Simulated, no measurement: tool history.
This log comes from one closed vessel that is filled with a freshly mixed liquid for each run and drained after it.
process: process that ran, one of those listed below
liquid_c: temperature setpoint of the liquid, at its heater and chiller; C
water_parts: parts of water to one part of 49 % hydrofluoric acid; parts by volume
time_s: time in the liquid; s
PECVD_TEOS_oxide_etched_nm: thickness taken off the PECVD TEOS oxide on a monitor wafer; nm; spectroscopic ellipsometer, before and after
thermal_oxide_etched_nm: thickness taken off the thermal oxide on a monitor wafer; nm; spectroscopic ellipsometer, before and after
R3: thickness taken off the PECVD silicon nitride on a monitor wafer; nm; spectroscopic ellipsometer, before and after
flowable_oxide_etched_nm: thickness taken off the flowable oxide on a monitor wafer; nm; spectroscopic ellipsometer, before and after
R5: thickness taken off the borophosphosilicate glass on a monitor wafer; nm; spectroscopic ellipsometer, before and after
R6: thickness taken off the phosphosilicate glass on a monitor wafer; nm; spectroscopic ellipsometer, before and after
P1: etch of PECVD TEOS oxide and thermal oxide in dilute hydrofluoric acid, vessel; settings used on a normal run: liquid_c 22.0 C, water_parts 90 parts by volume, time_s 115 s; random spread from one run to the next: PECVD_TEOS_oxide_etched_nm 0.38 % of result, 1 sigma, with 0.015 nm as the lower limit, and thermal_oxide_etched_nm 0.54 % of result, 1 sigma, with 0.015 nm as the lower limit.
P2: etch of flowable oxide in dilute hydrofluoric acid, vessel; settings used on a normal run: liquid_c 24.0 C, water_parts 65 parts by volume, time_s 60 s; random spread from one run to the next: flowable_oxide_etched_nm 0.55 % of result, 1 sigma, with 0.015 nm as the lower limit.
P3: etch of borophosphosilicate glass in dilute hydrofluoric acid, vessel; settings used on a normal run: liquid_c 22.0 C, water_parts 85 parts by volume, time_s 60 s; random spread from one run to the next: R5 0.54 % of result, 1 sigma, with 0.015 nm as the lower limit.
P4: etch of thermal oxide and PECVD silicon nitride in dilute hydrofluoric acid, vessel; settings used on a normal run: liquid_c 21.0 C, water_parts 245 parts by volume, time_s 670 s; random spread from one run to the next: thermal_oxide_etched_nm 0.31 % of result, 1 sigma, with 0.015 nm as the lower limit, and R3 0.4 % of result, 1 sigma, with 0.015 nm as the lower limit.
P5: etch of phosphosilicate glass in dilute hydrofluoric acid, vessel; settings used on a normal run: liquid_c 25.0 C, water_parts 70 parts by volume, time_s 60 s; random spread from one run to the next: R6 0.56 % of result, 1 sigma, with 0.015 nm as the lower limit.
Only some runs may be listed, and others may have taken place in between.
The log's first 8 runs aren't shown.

run 9 hour=108.3 | process=P5 liquid_c=25.0 water_parts=70 time_s=60 | R6=123.960
run 10 hour=118.4 | process=P1 liquid_c=22.0 water_parts=90 time_s=115 | PECVD_TEOS_oxide_etched_nm=34.3910 thermal_oxide_etched_nm=5.6186
run 11 hour=129.3 | process=P1 liquid_c=22.0 water_parts=130 time_s=115 | PECVD_TEOS_oxide_etched_nm=22.6070 thermal_oxide_etched_nm=3.6601
run 12 hour=143.3 | process=P3 liquid_c=22.0 water_parts=85 time_s=95 | R5=89.141
run 13 hour=158.3 | process=P1 liquid_c=17.0 water_parts=90 time_s=115 | PECVD_TEOS_oxide_etched_nm=27.9660 thermal_oxide_etched_nm=4.5396
run 14 hour=170.6 | process=P1 liquid_c=22.0 water_parts=20 time_s=115 | PECVD_TEOS_oxide_etched_nm=170.2200 thermal_oxide_etched_nm=27.4990
run 15 hour=178.1 | process=P3 liquid_c=22.0 water_parts=20 time_s=60 | R5=259.950
run 16 hour=187.0 | process=P1 liquid_c=22.0 water_parts=25 time_s=30 | PECVD_TEOS_oxide_etched_nm=35.0660 thermal_oxide_etched_nm=5.6739
run 17 hour=195.7 | process=P5 liquid_c=19.0 water_parts=70 time_s=60 | R6=96.388
run 18 hour=207.0 | process=P5 liquid_c=25.0 water_parts=70 time_s=60 | R6=124.310
run 19 hour=223.0 | process=P4 liquid_c=21.0 water_parts=120 time_s=670 | thermal_oxide_etched_nm=23.5150 R3=26.2350
run 20 hour=233.5 | process=P2 liquid_c=24.0 water_parts=65 time_s=60 | flowable_oxide_etched_nm=37.780
run 21 hour=246.5 | process=P2 liquid_c=18.5 water_parts=65 time_s=60 | flowable_oxide_etched_nm=29.436
run 22 hour=258.8 | process=P1 liquid_c=22.0 water_parts=90 time_s=115 | PECVD_TEOS_oxide_etched_nm=34.4760 thermal_oxide_etched_nm=5.5623
run 23 hour=271.1 | process=P4 liquid_c=21.0 water_parts=245 time_s=105 | thermal_oxide_etched_nm=1.5933 R3=2.0477
run 24 hour=279.2 | process=P1 liquid_c=22.0 water_parts=90 time_s=210 | PECVD_TEOS_oxide_etched_nm=62.5010 thermal_oxide_etched_nm=10.2440
run 25 hour=288.7 | process=P1 liquid_c=17.0 water_parts=90 time_s=40 | PECVD_TEOS_oxide_etched_nm=9.7046 thermal_oxide_etched_nm=1.5689
-- hour=300.7 hydrofluoric acid flow meter replaced
run 26 hour=301.0 | process=P3 liquid_c=22.0 water_parts=85 time_s=60 | R5=55.866

Expected results for the next run?
run 27 hour=311.6 | process=P1 liquid_c=22.0 water_parts=90 time_s=115 | PECVD_TEOS_oxide_etched_nm=? thermal_oxide_etched_nm=?

Run 27 yielded PECVD_TEOS_oxide_etched_nm 34.3870 nm, thermal_oxide_etched_nm 5.5444 nm.
